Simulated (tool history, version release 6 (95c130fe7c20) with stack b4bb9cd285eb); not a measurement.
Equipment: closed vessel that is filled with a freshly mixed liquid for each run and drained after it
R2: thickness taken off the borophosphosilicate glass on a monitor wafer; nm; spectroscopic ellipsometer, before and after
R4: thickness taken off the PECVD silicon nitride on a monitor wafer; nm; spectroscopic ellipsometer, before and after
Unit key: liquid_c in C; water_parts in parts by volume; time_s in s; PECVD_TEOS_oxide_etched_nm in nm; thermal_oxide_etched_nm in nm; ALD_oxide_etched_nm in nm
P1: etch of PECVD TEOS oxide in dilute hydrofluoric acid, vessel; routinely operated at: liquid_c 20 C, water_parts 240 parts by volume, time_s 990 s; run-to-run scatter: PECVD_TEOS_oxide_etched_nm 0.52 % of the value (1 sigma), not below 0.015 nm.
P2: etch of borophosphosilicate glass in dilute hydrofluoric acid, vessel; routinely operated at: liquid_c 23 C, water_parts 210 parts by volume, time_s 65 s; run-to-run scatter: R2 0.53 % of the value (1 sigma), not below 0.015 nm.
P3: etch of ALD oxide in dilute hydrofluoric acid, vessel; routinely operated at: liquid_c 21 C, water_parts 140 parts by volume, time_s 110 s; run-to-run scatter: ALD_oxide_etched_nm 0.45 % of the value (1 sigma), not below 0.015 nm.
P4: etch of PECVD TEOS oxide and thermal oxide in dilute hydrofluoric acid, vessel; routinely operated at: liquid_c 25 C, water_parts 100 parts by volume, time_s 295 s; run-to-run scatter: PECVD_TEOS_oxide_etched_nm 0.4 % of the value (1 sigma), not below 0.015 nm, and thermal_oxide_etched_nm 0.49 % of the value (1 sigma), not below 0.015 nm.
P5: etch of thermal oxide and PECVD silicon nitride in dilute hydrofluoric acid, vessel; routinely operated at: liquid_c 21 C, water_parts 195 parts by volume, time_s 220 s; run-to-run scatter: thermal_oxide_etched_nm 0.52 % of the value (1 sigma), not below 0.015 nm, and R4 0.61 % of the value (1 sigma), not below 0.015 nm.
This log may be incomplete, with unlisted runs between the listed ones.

Run 1, hour 13.1: process P1, liquid_c 20 C, water_parts 240 parts by volume, time_s 990 s. Result: PECVD_TEOS_oxide_etched_nm 42.718 nm.
Run 2, hour 21.4: process P1, liquid_c 20 C, water_parts 240 parts by volume, time_s 1625 s. Result: PECVD_TEOS_oxide_etched_nm 70.742 nm.
Run 3, hour 31.7: process P2, liquid_c 18.5 C, water_parts 210 parts by volume, time_s 65 s. Result: R2 11.414 nm.
Run 4, hour 46.7: process P2, liquid_c 23 C, water_parts 380 parts by volume, time_s 65 s. Result: R2 6.3266 nm.
Run 5, hour 56.9: process P4, liquid_c 25 C, water_parts 100 parts by volume, time_s 440 s. Result: PECVD_TEOS_oxide_etched_nm 40.149 nm, thermal_oxide_etched_nm 22.019 nm.
Run 6, hour 66.7: process P5, liquid_c 21 C, water_parts 195 parts by volume, time_s 220 s. Result: thermal_oxide_etched_nm 4.2779 nm, R4 3.571 nm.
Run 7, hour 81.5: process P3, liquid_c 21 C, water_parts 140 parts by volume, time_s 170 s. Result: ALD_oxide_etched_nm 22.846 nm.
Run 8, hour 92.1: process P4, liquid_c 25 C, water_parts 35 parts by volume, time_s 295 s. Result: PECVD_TEOS_oxide_etched_nm 83.567 nm, thermal_oxide_etched_nm 46.395 nm.
Run 9, hour 109.5: process P1, liquid_c 20 C, water_parts 240 parts by volume, time_s 385 s. Result: PECVD_TEOS_oxide_etched_nm 16.761 nm.
Run 10, hour 118.5: process P1, liquid_c 20 C, water_parts 240 parts by volume, time_s 990 s. Result: PECVD_TEOS_oxide_etched_nm 43.094 nm.
Run 11, hour 134: process P4, liquid_c 17 C, water_parts 100 parts by volume, time_s 295 s. Result: PECVD_TEOS_oxide_etched_nm 19.32 nm, thermal_oxide_etched_nm 10.663 nm.
Run 12, hour 144.6: process P1, liquid_c 20 C, water_parts 105 parts by volume, time_s 990 s. Result: PECVD_TEOS_oxide_etched_nm 112.63 nm.
Run 13, hour 157.8: process P1, liquid_c 20 C, water_parts 240 parts by volume, time_s 990 s. Result: PECVD_TEOS_oxide_etched_nm 43.373 nm.
Run 14, hour 167.4: process P4, liquid_c 25 C, water_parts 100 parts by volume, time_s 295 s. Result: PECVD_TEOS_oxide_etched_nm 26.999 nm, thermal_oxide_etched_nm 14.937 nm.
Run 15, hour 180.7: process P5, liquid_c 21 C, water_parts 35 parts by volume, time_s 220 s. Result: thermal_oxide_etched_nm 28.793 nm, R4 18.992 nm.
Run 16, hour 196.7: process P3, liquid_c 17 C, water_parts 140 parts by volume, time_s 110 s. Result: ALD_oxide_etched_nm 12.507 nm.
Run 17, hour 210.6: process P1, liquid_c 20 C, water_parts 55 parts by volume, time_s 410 s. Result: PECVD_TEOS_oxide_etched_nm 94.782 nm.
Run 18, hour 219.2: process P5, liquid_c 21 C, water_parts 195 parts by volume, time_s 220 s. Result: thermal_oxide_etched_nm 4.3216 nm, R4 3.539 nm.
Run 19, hour 228.2: process P4, liquid_c 25 C, water_parts 100 parts by volume, time_s 295 s. Result: PECVD_TEOS_oxide_etched_nm 27.035 nm, thermal_oxide_etched_nm 14.848 nm.
Run 20, hour 239.1: process P2, liquid_c 23 C, water_parts 210 parts by volume, time_s 65 s. Result: R2 13.63 nm.
Run 21, hour 246.9: process P1, liquid_c 20 C, water_parts 240 parts by volume, time_s 990 s. Result: PECVD_TEOS_oxide_etched_nm 43.428 nm.
Run 22, hour 264: process P1, liquid_c 17 C, water_parts 240 parts by volume, time_s 990 s. Result: PECVD_TEOS_oxide_etched_nm 38.582 nm.
Run 23, hour 272: process P5, liquid_c 17 C, water_parts 195 parts by volume, time_s 220 s. Result: thermal_oxide_etched_nm 3.6752 nm, R4 2.6865 nm.
Run 24, hour 288.3: process P1, liquid_c 20 C, water_parts 435 parts by volume, time_s 990 s. Result: PECVD_TEOS_oxide_etched_nm 20.088 nm.
Run 25, hour 303.2: process P3, liquid_c 21 C, water_parts 50 parts by volume, time_s 110 s. Result: ALD_oxide_etched_nm 46.382 nm.
Run 26, hour 314.2: process P2, liquid_c 23 C, water_parts 210 parts by volume, time_s 120 s. Result: R2 24.987 nm.
At hour 323.1: hydrofluoric acid flow meter replaced.
Run 27, hour 328.6: process P1, liquid_c 20 C, water_parts 240 parts by volume, time_s 990 s. Result: PECVD_TEOS_oxide_etched_nm 43.044 nm.
Run 28, hour 343.7: process P1, liquid_c 27 C, water_parts 240 parts by volume, time_s 990 s. Result: PECVD_TEOS_oxide_etched_nm 55.159 nm.
Run 29, hour 352.7: process P3, liquid_c 21 C, water_parts 140 parts by volume, time_s 110 s. Result: ALD_oxide_etched_nm 14.888 nm.
Run 30, hour 367.8: process P5, liquid_c 21 C, water_parts 195 parts by volume, time_s 120 s. Result: thermal_oxide_etched_nm 2.3598 nm, R4 1.9105 nm.
Run 31, hour 377.3: process P1, liquid_c 20 C, water_parts 240 parts by volume, time_s 990 s. Result: PECVD_TEOS_oxide_etched_nm 42.731 nm.
Run 32, hour 390.3: process P1, liquid_c 20 C, water_parts 240 parts by volume, time_s 990 s. Result: PECVD_TEOS_oxide_etched_nm 43.584 nm.
Run 33, hour 400.3: process P1, liquid_c 20 C, water_parts 240 parts by volume, time_s 990 s. Result: PECVD_TEOS_oxide_etched_nm 41.955 nm.
Run 34, hour 408.6: process P1, liquid_c 20 C, water_parts 240 parts by volume, time_s 990 s. Result: PECVD_TEOS_oxide_etched_nm 41.364 nm.
Run 35, hour 421.1: process P1, liquid_c 20 C, water_parts 240 parts by volume, time_s 990 s. Result: PECVD_TEOS_oxide_etched_nm 40.651 nm.
Run 36, hour 429.4: process P1, liquid_c 20 C, water_parts 240 parts by volume, time_s 990 s. Result: PECVD_TEOS_oxide_etched_nm 40.323 nm.
Run 37, hour 440.6: process P1, liquid_c 20 C, water_parts 240 parts by volume, time_s 990 s. Result: PECVD_TEOS_oxide_etched_nm 40.541 nm.
Run 38, hour 454.1: process P1, liquid_c 20 C, water_parts 240 parts by volume, time_s 990 s. Result: PECVD_TEOS_oxide_etched_nm 40.046 nm.
Run 39, hour 470.9: process P1, liquid_c 20 C, water_parts 240 parts by volume, time_s 990 s. Result: PECVD_TEOS_oxide_etched_nm 39.976 nm.
Run 40, hour 479.1: process P1, liquid_c 20 C, water_parts 240 parts by volume, time_s 990 s. Result: PECVD_TEOS_oxide_etched_nm 40.04 nm.

Something has made what P1 gives creep away from where it was; the 2 causes below, each at its own stated size, fit the log equally well:
A: hydrofluoric acid flow below the setpoint (%) = 5.77
B: liquid colder than its thermometer reads (K) = 1.92
The onset of the drift is placed at about hour 390.3.

The check runs listed below each take one wafer, and their results are still question marks. Under which run would the listed causes lead to clearly different results?
Run check 1, hour 487.3: process P2, liquid_c 23 C, water_parts 210 parts by volume, time_s 65 s. Result: R2 ?.
Run check 2, hour 487.3: process P3, liquid_c 21 C, water_parts 140 parts by volume, time_s 110 s. Result: ALD_oxide_etched_nm ?.
Run check 3, hour 487.3: process P5, liquid_c 21 C, water_parts 195 parts by volume, time_s 220 s. Result: thermal_oxide_etched_nm ?, R4 ?.
Run check 4, hour 487.3: process P4, liquid_c 25 C, water_parts 100 parts by volume, time_s 295 s. Result: PECVD_TEOS_oxide_etched_nm ?, thermal_oxide_etched_nm ?.

If the cause were each of the candidates in turn, the checks would give the following:
  check                      result    if A    if B
check 1                          R2   12.57  12.578
check 2         ALD_oxide_etched_nm  13.817  13.704
check 3     thermal_oxide_etched_nm  4.0291  4.0173
check 3                          R4  3.3437  3.1233
check 4  PECVD_TEOS_oxide_etched_nm  25.164  24.939
check 4     thermal_oxide_etched_nm  13.947  13.822
How far apart the two closest causes lie, in the result that separates them most: check 1 0.07 %; check 2 0.82 %; check 3 6.82 %; check 4 0.9 %
Only check 3 tells the causes apart: in the others they would give nearly the same result.

After running check 3, the following was obtained: thermal_oxide_etched_nm 4.0343 nm; R4 3.3503 nm. Which cause does this point to?

It was cause A: hydrofluoric acid flow below the setpoint (%).
